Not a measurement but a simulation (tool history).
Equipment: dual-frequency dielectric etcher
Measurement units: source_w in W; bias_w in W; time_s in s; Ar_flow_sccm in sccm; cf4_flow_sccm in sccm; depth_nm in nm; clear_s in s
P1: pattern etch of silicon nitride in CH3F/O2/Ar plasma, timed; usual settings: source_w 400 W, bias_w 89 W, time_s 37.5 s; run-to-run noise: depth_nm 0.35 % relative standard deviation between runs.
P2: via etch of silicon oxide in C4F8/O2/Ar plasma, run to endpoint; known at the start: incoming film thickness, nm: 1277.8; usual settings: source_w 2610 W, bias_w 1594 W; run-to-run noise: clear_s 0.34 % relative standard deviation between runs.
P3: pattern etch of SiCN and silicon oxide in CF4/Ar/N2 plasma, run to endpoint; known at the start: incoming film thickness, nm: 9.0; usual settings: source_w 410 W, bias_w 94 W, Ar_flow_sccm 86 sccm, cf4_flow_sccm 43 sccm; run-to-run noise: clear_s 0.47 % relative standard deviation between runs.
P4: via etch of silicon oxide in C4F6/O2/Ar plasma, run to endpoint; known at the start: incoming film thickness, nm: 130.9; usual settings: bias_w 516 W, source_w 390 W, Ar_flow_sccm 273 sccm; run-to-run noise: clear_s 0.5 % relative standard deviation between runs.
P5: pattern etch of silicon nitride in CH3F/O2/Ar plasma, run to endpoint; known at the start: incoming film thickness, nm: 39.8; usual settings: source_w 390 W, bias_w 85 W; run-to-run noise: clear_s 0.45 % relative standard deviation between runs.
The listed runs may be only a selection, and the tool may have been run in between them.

run    day  process  source_w  bias_w  time_s  Ar_flow_sccm  cf4_flow_sccm  depth_nm  clear_s
  1  0.162       P1       400      89    37.5                                 27.913
  2  0.383       P3       550      94                    86             43             8.7512
  3    0.6       P1       400      89    37.5                                 28.089
  4  0.846       P5       390      85                                                  53.375
  5  1.129       P3       410      94                    86             54             11.097
  6  1.388       P5       530      85                                                   48.01
  7  1.608       P2      1710    1594                                                  281.03
  8  1.862       P4       390     516                   273                            28.468
  9  2.104       P1       400      89    37.5                                 27.871
 10  2.325       P3       410      94                   108             43             11.906
 11  2.525       P1       260      89    37.5                                 23.904
 12  2.821       P1       400      89    37.5                                 28.173
 13  2.996       P2      2610    1594                                                  236.53
 14  3.233       P1       400      89      54                                 40.259
 15  3.412       P1       400     108      21                                 16.921
 16  3.642       P1       400     110    37.5                                 30.276
     3.733  -- source power generator calibrated
 17  3.829       P2      2610    1162                                                  255.66
 18  4.133       P1       400      89    37.5                                 27.975
 19  4.433       P3       410      56                    86             43             13.669
 20   4.75       P4       390     516                   273                            28.715
 21  4.908       P5       390     118                                                   47.77
 22  5.138       P3       410      94                    86             43             11.463
 23  5.404       P1       400      71    37.5                                 25.998
 24  5.571       P4       550     516                   273                            25.179
 25  5.729       P1       400      89      28                                 20.939
 26  5.933       P1       500      89    37.5                                 30.472
 27  6.221       P1       400      89    37.5                                 27.889
     6.283  -- wet clean of the chamber
 28  6.433       P4       390     516                   212                            27.927
 29  6.729       P4       390     330                   273                            33.828
 30  7.008       P1       250      89    49.5                                 31.243
 31  7.233       P1       400      89    37.5                                 28.243
 32  7.425       P1       400      89    37.5                                 27.838
 33   7.65       P1       400      89    37.5                                 27.778
 34  7.879       P1       400      89    37.5                                 27.768
 35  8.025       P1       400      89    37.5                                 27.647
     8.179  -- wet clean of the chamber
 36  8.279       P1       400      89    37.5                                 27.611
 37  8.567       P1       400      89    37.5                                  27.62

Something has made what P1 gives creep away from where it was; the 2 causes below, each at its own stated size, fit the log equally well:
A: source power that arrives under what is set, % = 4.51
B: bias power that arrives under what is set, % = 4.73
The creep began at about day 7.233.
Excluded causes, each with its reason:
chamber walls in a state that lowers the etch rate, %: its service at day 8.179 followed the start of the drift and did not put the process back to its old value

Consider the 4 check runs below, whose results appear as question marks and each of which averages 2 wafers. Which one distinguishes the causes, in that each cause would give it a clearly different result?
check 1  8.854       P3       530      67                    86             43                  ?
check 2  8.854       P5       390     104                                                       ?
check 3  8.854       P4       390     338                   273                                 ?
check 4  8.854       P2      1920    1594                                                       ?

How each check would come out, cause by cause:
  check   result    if A    if B
check 1  clear_s  10.738  10.485
check 2  clear_s  50.842   50.88
check 3  clear_s  34.083  34.071
check 4  clear_s  272.28  270.78
Distance between the nearest two causes, measured in the result of the check that separates them most: check 1 2.39 %; check 2 0.07 %; check 3 0.03 %; check 4 0.55 %
Check 1 is the one run that separates the causes; every other check would come out nearly the same whichever cause is at work.

Then check 1 was run and gave: clear_s 10.467 s. Which cause is it?

B is the cause: bias power that arrives under what is set, %.
